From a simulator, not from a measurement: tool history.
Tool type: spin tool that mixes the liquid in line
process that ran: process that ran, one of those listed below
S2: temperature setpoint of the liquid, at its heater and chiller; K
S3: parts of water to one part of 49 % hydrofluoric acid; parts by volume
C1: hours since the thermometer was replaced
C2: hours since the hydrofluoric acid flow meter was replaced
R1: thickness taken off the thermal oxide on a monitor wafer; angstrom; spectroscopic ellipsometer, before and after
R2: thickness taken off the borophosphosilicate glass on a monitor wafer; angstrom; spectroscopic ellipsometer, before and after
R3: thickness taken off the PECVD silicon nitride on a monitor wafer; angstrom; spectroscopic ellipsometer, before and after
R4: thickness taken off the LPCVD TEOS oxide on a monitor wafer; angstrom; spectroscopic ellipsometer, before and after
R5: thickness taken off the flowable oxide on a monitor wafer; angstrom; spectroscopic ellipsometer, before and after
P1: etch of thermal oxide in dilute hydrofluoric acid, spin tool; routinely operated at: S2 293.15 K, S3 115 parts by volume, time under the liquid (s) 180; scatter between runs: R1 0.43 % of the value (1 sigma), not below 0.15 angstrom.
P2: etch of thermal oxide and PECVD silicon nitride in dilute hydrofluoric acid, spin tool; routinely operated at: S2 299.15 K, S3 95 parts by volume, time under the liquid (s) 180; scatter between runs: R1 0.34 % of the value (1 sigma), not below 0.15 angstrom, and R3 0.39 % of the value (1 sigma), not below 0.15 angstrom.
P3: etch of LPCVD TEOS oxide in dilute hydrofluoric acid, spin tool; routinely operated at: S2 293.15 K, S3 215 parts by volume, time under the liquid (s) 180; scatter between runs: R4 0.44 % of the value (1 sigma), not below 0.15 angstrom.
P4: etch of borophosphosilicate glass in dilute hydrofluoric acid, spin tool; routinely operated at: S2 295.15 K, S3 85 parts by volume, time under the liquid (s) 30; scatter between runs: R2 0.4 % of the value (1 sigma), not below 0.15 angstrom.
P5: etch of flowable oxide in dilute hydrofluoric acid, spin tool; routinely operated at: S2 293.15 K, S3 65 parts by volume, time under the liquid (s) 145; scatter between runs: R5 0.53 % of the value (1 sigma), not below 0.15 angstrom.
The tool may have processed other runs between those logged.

Run 1, day 0.283: process that ran P1, S2 293.15 K, S3 115 parts by volume, time under the liquid (s) 180; C1 1441.9; C2 357.7. Result: R1 61.3290 angstrom.
Run 2, day 0.783: process that ran P4, S2 295.15 K, S3 85 parts by volume, time under the liquid (s) 30; C1 1453.9; C2 369.7. Result: R2 168.80 angstrom.
Run 3, day 1.125: process that ran P1, S2 293.15 K, S3 115 parts by volume, time under the liquid (s) 180; C1 1462.1; C2 377.9. Result: R1 61.8480 angstrom.
Run 4, day 1.671: process that ran P1, S2 290.15 K, S3 115 parts by volume, time under the liquid (s) 275; C1 1475.2; C2 391.0. Result: R1 82.6060 angstrom.
Run 5, day 2.000: process that ran P2, S2 305.15 K, S3 95 parts by volume, time under the liquid (s) 180; C1 1483.1; C2 398.9. Result: R1 120.2400 angstrom, R3 117.300 angstrom.
Run 6, day 2.483: process that ran P3, S2 293.15 K, S3 215 parts by volume, time under the liquid (s) 315; C1 1494.7; C2 410.5. Result: R4 575.45 angstrom.
Run 7, day 2.925: process that ran P1, S2 293.15 K, S3 115 parts by volume, time under the liquid (s) 275; C1 1505.3; C2 421.1. Result: R1 93.6210 angstrom.
Run 8, day 3.267: process that ran P1, S2 293.15 K, S3 115 parts by volume, time under the liquid (s) 180; C1 1513.5; C2 429.3. Result: R1 61.6840 angstrom.
Run 9, day 3.888: process that ran P2, S2 299.15 K, S3 145 parts by volume, time under the liquid (s) 180; C1 1528.4; C2 444.2. Result: R1 59.1830 angstrom, R3 52.609 angstrom.
Run 10, day 4.167: process that ran P3, S2 293.15 K, S3 125 parts by volume, time under the liquid (s) 180; C1 1535.1; C2 450.9. Result: R4 623.51 angstrom.
Run 11, day 4.667: process that ran P1, S2 293.15 K, S3 65 parts by volume, time under the liquid (s) 180; C1 1547.1; C2 462.9. Result: R1 115.5500 angstrom.
Run 12, day 5.242: process that ran P5, S2 297.65 K, S3 65 parts by volume, time under the liquid (s) 145; C1 1560.9; C2 476.7. Result: R5 568.49 angstrom.
Run 13, day 5.562: process that ran P4, S2 290.15 K, S3 85 parts by volume, time under the liquid (s) 30; C1 1568.6; C2 484.4. Result: R2 136.73 angstrom.
Run 14, day 5.908: process that ran P1, S2 300.15 K, S3 115 parts by volume, time under the liquid (s) 180; C1 1576.9; C2 492.7. Result: R1 81.0700 angstrom.
Run 15, day 6.246: process that ran P1, S2 293.15 K, S3 115 parts by volume, time under the liquid (s) 180; C1 1585.0; C2 500.8. Result: R1 61.8280 angstrom.
Run 16, day 6.771: process that ran P1, S2 293.15 K, S3 115 parts by volume, time under the liquid (s) 20; C1 1597.6; C2 513.4. Result: R1 6.9281 angstrom.
Run 17, day 7.167: process that ran P1, S2 290.15 K, S3 115 parts by volume, time under the liquid (s) 180; C1 1607.1; C2 522.9. Result: R1 54.0980 angstrom.
Run 18, day 7.546: process that ran P4, S2 295.15 K, S3 130 parts by volume, time under the liquid (s) 30; C1 1616.2; C2 532.0. Result: R2 103.72 angstrom.
Run 19, day 8.025: process that ran P1, S2 293.15 K, S3 115 parts by volume, time under the liquid (s) 180; C1 1627.7; C2 543.5. Result: R1 61.2120 angstrom.
Run 20, day 8.358: process that ran P4, S2 295.15 K, S3 85 parts by volume, time under the liquid (s) 30; C1 1635.7; C2 551.5. Result: R2 168.59 angstrom.
Run 21, day 8.729: process that ran P5, S2 293.15 K, S3 65 parts by volume, time under the liquid (s) 145; C1 1644.6; C2 560.4. Result: R5 476.12 angstrom.
Run 22, day 9.196: process that ran P2, S2 299.15 K, S3 95 parts by volume, time under the liquid (s) 180; C1 1655.8; C2 571.6. Result: R1 95.8710 angstrom, R3 80.520 angstrom.
Run 23, day 9.642: process that ran P4, S2 295.15 K, S3 85 parts by volume, time under the liquid (s) 55; C1 1666.5; C2 582.3. Result: R2 309.55 angstrom.
Run 24, day 10.121: process that ran P1, S2 293.15 K, S3 115 parts by volume, time under the liquid (s) 180; C1 1678.0; C2 593.8. Result: R1 61.9850 angstrom.
Run 25, day 10.504: process that ran P1, S2 290.15 K, S3 115 parts by volume, time under the liquid (s) 100; C1 1687.2; C2 603.0. Result: R1 30.3500 angstrom.
Run 26, day 11.033: process that ran P3, S2 293.15 K, S3 215 parts by volume, time under the liquid (s) 180; C1 1699.9; C2 615.7. Result: R4 331.11 angstrom.
Run 27, day 11.642: process that ran P1, S2 290.15 K, S3 115 parts by volume, time under the liquid (s) 95; C1 1714.5; C2 630.3. Result: R1 28.7660 angstrom.
Run 28, day 11.912: process that ran P3, S2 293.15 K, S3 215 parts by volume, time under the liquid (s) 180; C1 1721.0; C2 636.8. Result: R4 332.97 angstrom.
Run 29, day 12.338: process that ran P1, S2 293.15 K, S3 175 parts by volume, time under the liquid (s) 180; C1 1731.2; C2 647.0. Result: R1 37.9560 angstrom.
Run 30, day 12.775: process that ran P5, S2 293.15 K, S3 65 parts by volume, time under the liquid (s) 235; C1 1741.7; C2 657.5. Result: R5 769.10 angstrom.
Run 31, day 13.175: process that ran P5, S2 293.15 K, S3 115 parts by volume, time under the liquid (s) 145; C1 1751.3; C2 667.1. Result: R5 253.87 angstrom.
Run 32, day 13.504: process that ran P2, S2 299.15 K, S3 95 parts by volume, time under the liquid (s) 275; C1 1759.2; C2 675.0. Result: R1 147.1300 angstrom, R3 123.660 angstrom.
Run 33, day 14.108: process that ran P3, S2 290.15 K, S3 215 parts by volume, time under the liquid (s) 180; C1 1773.7; C2 689.5. Result: R4 294.24 angstrom.
Run 34, day 14.425: process that ran P1, S2 293.15 K, S3 115 parts by volume, time under the liquid (s) 180; C1 1781.3; C2 697.1. Result: R1 62.0240 angstrom.
Run 35, day 14.750: process that ran P1, S2 293.15 K, S3 115 parts by volume, time under the liquid (s) 180; C1 1789.1; C2 704.9. Result: R1 63.4640 angstrom.

Run 36, settings as shown, results not yet in. Your forecast:
Run 36, day 15.250: process that ran P1, S2 293.15 K, S3 115 parts by volume, time under the liquid (s) 180; C1 1801.1; C2 716.9. Result: R1 ?.

R1: 64.1340 angstrom
